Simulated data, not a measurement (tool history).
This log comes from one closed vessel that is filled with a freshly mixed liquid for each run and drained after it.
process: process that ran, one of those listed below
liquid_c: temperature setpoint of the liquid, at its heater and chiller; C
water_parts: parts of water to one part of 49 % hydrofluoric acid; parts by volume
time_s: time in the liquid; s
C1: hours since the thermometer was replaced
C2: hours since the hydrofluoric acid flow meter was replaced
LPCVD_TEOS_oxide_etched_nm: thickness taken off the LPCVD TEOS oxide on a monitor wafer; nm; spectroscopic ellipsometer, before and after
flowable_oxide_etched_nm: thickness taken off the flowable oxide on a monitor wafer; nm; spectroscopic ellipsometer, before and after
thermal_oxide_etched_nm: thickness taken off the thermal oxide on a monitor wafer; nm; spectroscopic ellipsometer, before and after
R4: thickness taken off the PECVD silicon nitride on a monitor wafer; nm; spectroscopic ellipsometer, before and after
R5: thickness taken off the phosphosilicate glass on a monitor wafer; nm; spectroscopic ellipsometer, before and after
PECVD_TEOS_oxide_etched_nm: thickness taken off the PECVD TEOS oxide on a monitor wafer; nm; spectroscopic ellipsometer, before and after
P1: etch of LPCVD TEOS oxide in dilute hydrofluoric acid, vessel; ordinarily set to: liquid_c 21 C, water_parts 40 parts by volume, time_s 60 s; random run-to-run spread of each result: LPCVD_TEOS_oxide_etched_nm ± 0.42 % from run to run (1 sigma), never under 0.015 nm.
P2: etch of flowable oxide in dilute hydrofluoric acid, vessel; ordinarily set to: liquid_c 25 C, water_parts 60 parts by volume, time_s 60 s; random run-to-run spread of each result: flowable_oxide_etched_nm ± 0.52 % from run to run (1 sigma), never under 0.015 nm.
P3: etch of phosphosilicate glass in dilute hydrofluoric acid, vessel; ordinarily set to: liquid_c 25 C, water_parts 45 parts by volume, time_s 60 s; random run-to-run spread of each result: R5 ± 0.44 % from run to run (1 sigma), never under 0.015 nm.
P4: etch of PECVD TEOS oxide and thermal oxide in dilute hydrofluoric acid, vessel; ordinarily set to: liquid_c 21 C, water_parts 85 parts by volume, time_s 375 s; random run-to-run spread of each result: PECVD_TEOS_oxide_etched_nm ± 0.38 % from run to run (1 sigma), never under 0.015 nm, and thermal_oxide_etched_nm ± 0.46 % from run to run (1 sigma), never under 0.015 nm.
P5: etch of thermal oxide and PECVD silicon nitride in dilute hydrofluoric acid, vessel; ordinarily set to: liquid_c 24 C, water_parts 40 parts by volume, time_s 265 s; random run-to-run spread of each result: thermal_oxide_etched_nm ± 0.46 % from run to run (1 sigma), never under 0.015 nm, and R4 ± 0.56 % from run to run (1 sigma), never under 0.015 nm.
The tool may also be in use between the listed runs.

{"run": 1, "day": 0.096, "process": "P1", "liquid_c": 21, "water_parts": 40, "time_s": 60, "C1": 623.2, "C2": 1040.1, "LPCVD_TEOS_oxide_etched_nm": 78.382}
{"run": 2, "day": 0.2, "process": "P2", "liquid_c": 25, "water_parts": 60, "time_s": 30, "C1": 625.7, "C2": 1042.6, "flowable_oxide_etched_nm": 20.997}
{"run": 3, "day": 0.371, "process": "P1", "liquid_c": 21, "water_parts": 40, "time_s": 30, "C1": 629.8, "C2": 1046.7, "LPCVD_TEOS_oxide_etched_nm": 39.079}
{"run": 4, "day": 0.525, "process": "P1", "liquid_c": 21, "water_parts": 20, "time_s": 60, "C1": 633.5, "C2": 1050.4, "LPCVD_TEOS_oxide_etched_nm": 160.73}
{"run": 5, "day": 0.642, "process": "P1", "liquid_c": 21, "water_parts": 55, "time_s": 30, "C1": 636.3, "C2": 1053.2, "LPCVD_TEOS_oxide_etched_nm": 27.813}
{"run": 6, "day": 0.788, "process": "P5", "liquid_c": 20, "water_parts": 40, "time_s": 265, "C1": 639.8, "C2": 1056.7, "thermal_oxide_etched_nm": 28.607, "R4": 8.3343}
{"run": 7, "day": 0.962, "process": "P1", "liquid_c": 26.5, "water_parts": 40, "time_s": 60, "C1": 644, "C2": 1060.9, "LPCVD_TEOS_oxide_etched_nm": 98.874}
{"run": 8, "day": 1.054, "process": "P5", "liquid_c": 24, "water_parts": 20, "time_s": 265, "C1": 646.2, "C2": 1063.1, "thermal_oxide_etched_nm": 69.411, "R4": 21.257}
{"run": 9, "day": 1.225, "process": "P3", "liquid_c": 25, "water_parts": 45, "time_s": 60, "C1": 650.3, "C2": 1067.2, "R5": 109.79}
{"run": 10, "day": 1.312, "process": "P5", "liquid_c": 24, "water_parts": 40, "time_s": 30, "C1": 652.4, "C2": 1069.3, "thermal_oxide_etched_nm": 3.8483, "R4": 1.27}
{"run": 11, "day": 1.492, "process": "P1", "liquid_c": 21, "water_parts": 40, "time_s": 60, "C1": 656.7, "C2": 1073.6, "LPCVD_TEOS_oxide_etched_nm": 78.654}
{"run": 12, "day": 1.654, "process": "P1", "liquid_c": 21, "water_parts": 40, "time_s": 60, "C1": 660.6, "C2": 1077.5, "LPCVD_TEOS_oxide_etched_nm": 78.64}
{"run": 13, "day": 1.808, "process": "P4", "liquid_c": 21, "water_parts": 85, "time_s": 30, "C1": 664.3, "C2": 1081.2, "thermal_oxide_etched_nm": 1.4158, "PECVD_TEOS_oxide_etched_nm": 3.0194}
{"run": 14, "day": 1.938, "process": "P1", "liquid_c": 21, "water_parts": 65, "time_s": 60, "C1": 667.4, "C2": 1084.3, "LPCVD_TEOS_oxide_etched_nm": 46.591}
{"run": 15, "day": 2.017, "process": "P5", "liquid_c": 24, "water_parts": 40, "time_s": 265, "C1": 669.3, "C2": 1086.2, "thermal_oxide_etched_nm": 33.718, "R4": 11.029}
{"run": 16, "day": 2.175, "process": "P2", "liquid_c": 25, "water_parts": 60, "time_s": 60, "C1": 673.1, "C2": 1090, "flowable_oxide_etched_nm": 41.855}
{"run": 17, "day": 2.292, "process": "P1", "liquid_c": 27.5, "water_parts": 40, "time_s": 30, "C1": 675.9, "C2": 1092.8, "LPCVD_TEOS_oxide_etched_nm": 51.281}
{"day": 2.362, "done": "thermometer replaced"}
{"run": 18, "day": 2.375, "process": "P2", "liquid_c": 33, "water_parts": 60, "time_s": 60, "C1": 0.3, "C2": 1094.8, "flowable_oxide_etched_nm": 57.33}
{"run": 19, "day": 2.525, "process": "P1", "liquid_c": 21, "water_parts": 40, "time_s": 60, "C1": 3.9, "C2": 1098.4, "LPCVD_TEOS_oxide_etched_nm": 78.487}
{"run": 20, "day": 2.612, "process": "P1", "liquid_c": 21, "water_parts": 40, "time_s": 95, "C1": 6, "C2": 1100.5, "LPCVD_TEOS_oxide_etched_nm": 124.49}
{"run": 21, "day": 2.742, "process": "P3", "liquid_c": 25, "water_parts": 60, "time_s": 60, "C1": 9.1, "C2": 1103.6, "R5": 80.55}
{"run": 22, "day": 2.854, "process": "P2", "liquid_c": 25, "water_parts": 60, "time_s": 60, "C1": 11.8, "C2": 1106.3, "flowable_oxide_etched_nm": 42.192}
{"run": 23, "day": 3.004, "process": "P3", "liquid_c": 25, "water_parts": 45, "time_s": 30, "C1": 15.4, "C2": 1109.9, "R5": 54.737}
{"run": 24, "day": 3.154, "process": "P1", "liquid_c": 21, "water_parts": 40, "time_s": 60, "C1": 19, "C2": 1113.5, "LPCVD_TEOS_oxide_etched_nm": 78.121}
{"run": 25, "day": 3.292, "process": "P1", "liquid_c": 21, "water_parts": 55, "time_s": 105, "C1": 22.3, "C2": 1116.8, "LPCVD_TEOS_oxide_etched_nm": 98.009}
{"run": 26, "day": 3.4, "process": "P1", "liquid_c": 17, "water_parts": 40, "time_s": 60, "C1": 24.9, "C2": 1119.4, "LPCVD_TEOS_oxide_etched_nm": 65.976}
{"run": 27, "day": 3.579, "process": "P4", "liquid_c": 29, "water_parts": 85, "time_s": 375, "C1": 29.2, "C2": 1123.7, "thermal_oxide_etched_nm": 24.444, "PECVD_TEOS_oxide_etched_nm": 51.819}
{"run": 28, "day": 3.696, "process": "P3", "liquid_c": 29, "water_parts": 45, "time_s": 60, "C1": 32, "C2": 1126.5, "R5": 129.3}
{"run": 29, "day": 3.825, "process": "P2", "liquid_c": 25, "water_parts": 105, "time_s": 60, "C1": 35.1, "C2": 1129.6, "flowable_oxide_etched_nm": 22.768}
{"run": 30, "day": 4.0, "process": "P4", "liquid_c": 21, "water_parts": 85, "time_s": 375, "C1": 39.3, "C2": 1133.8, "thermal_oxide_etched_nm": 17.86, "PECVD_TEOS_oxide_etched_nm": 37.966}
{"run": 31, "day": 4.079, "process": "P1", "liquid_c": 21, "water_parts": 40, "time_s": 60, "C1": 41.2, "C2": 1135.7, "LPCVD_TEOS_oxide_etched_nm": 78.557}
{"run": 32, "day": 4.158, "process": "P4", "liquid_c": 21, "water_parts": 120, "time_s": 375, "C1": 43.1, "C2": 1137.6, "thermal_oxide_etched_nm": 12.159, "PECVD_TEOS_oxide_etched_nm": 25.964}
{"run": 33, "day": 4.308, "process": "P1", "liquid_c": 21, "water_parts": 40, "time_s": 60, "C1": 46.7, "C2": 1141.2, "LPCVD_TEOS_oxide_etched_nm": 78.874}
{"run": 34, "day": 4.433, "process": "P5", "liquid_c": 24, "water_parts": 40, "time_s": 265, "C1": 49.7, "C2": 1144.2, "thermal_oxide_etched_nm": 33.632, "R4": 10.975}
{"run": 35, "day": 4.546, "process": "P1", "liquid_c": 21, "water_parts": 40, "time_s": 60, "C1": 52.4, "C2": 1146.9, "LPCVD_TEOS_oxide_etched_nm": 78.608}
{"run": 36, "day": 4.646, "process": "P1", "liquid_c": 21, "water_parts": 40, "time_s": 60, "C1": 54.8, "C2": 1149.3, "LPCVD_TEOS_oxide_etched_nm": 75.259}
{"run": 37, "day": 4.8, "process": "P1", "liquid_c": 21, "water_parts": 40, "time_s": 60, "C1": 58.5, "C2": 1153, "LPCVD_TEOS_oxide_etched_nm": 73.412}
{"run": 38, "day": 4.958, "process": "P1", "liquid_c": 21, "water_parts": 40, "time_s": 60, "C1": 62.3, "C2": 1156.8, "LPCVD_TEOS_oxide_etched_nm": 72.755}
{"run": 39, "day": 5.1, "process": "P1", "liquid_c": 21, "water_parts": 40, "time_s": 60, "C1": 65.7, "C2": 1160.2, "LPCVD_TEOS_oxide_etched_nm": 71.622}
{"run": 40, "day": 5.2, "process": "P1", "liquid_c": 21, "water_parts": 40, "time_s": 60, "C1": 68.1, "C2": 1162.6, "LPCVD_TEOS_oxide_etched_nm": 71.838}
{"run": 41, "day": 5.358, "process": "P1", "liquid_c": 21, "water_parts": 40, "time_s": 60, "C1": 71.9, "C2": 1166.4, "LPCVD_TEOS_oxide_etched_nm": 71.533}
{"run": 42, "day": 5.521, "process": "P1", "liquid_c": 21, "water_parts": 40, "time_s": 60, "C1": 75.8, "C2": 1170.3, "LPCVD_TEOS_oxide_etched_nm": 71.185}

The output of P1 has drifted from where it used to be. Each of the 2 causes below, taken at the size shown beside it, accounts for the log equally well:
A: liquid colder than its thermometer reads (K) = 2.31
B: hydrofluoric acid flow below the setpoint (%) = 8.94
The gradual shift began around day 4.546.

Below are 4 check runs, each on a single wafer, with their results shown as question marks. Which of them would tell the listed causes apart, meaning the causes would give clearly different results under it?
{"run": "check 1", "day": 5.683, "process": "P3", "liquid_c": 25, "water_parts": 45, "time_s": 60, "R5": "?"}
{"run": "check 2", "day": 5.683, "process": "P2", "liquid_c": 25, "water_parts": 60, "time_s": 60, "flowable_oxide_etched_nm": "?"}
{"run": "check 3", "day": 5.683, "process": "P4", "liquid_c": 21, "water_parts": 85, "time_s": 375, "thermal_oxide_etched_nm": "?", "PECVD_TEOS_oxide_etched_nm": "?"}
{"run": "check 4", "day": 5.683, "process": "P5", "liquid_c": 24, "water_parts": 40, "time_s": 265, "thermal_oxide_etched_nm": "?", "R4": "?"}

Expected result of each check under each candidate cause:
check=check_1 result=R5 if_A=100.2 if_B=99.788
check=check_2 result=flowable_oxide_etched_nm if_A=38.291 if_B=38.022
check=check_3 result=thermal_oxide_etched_nm if_A=16.171 if_B=16.051
check=check_3 result=PECVD_TEOS_oxide_etched_nm if_A=34.483 if_B=34.227
check=check_4 result=thermal_oxide_etched_nm if_A=30.707 if_B=30.637
check=check_4 result=R4 if_A=9.3935 if_B=10.039
How far apart the two closest causes lie, in the result that separates them most: check 1 0.42 %; check 2 0.71 %; check 3 0.75 %; check 4 6.65 %
Only in check 4 would the causes give clearly different results; in the remaining checks their results would be nearly the same.

Check 4 has now been run. It gave: thermal_oxide_etched_nm 30.548 nm; R4 9.9754 nm. Which of the candidate causes is it?

Of the candidate causes, it is B: hydrofluoric acid flow below the setpoint (%).
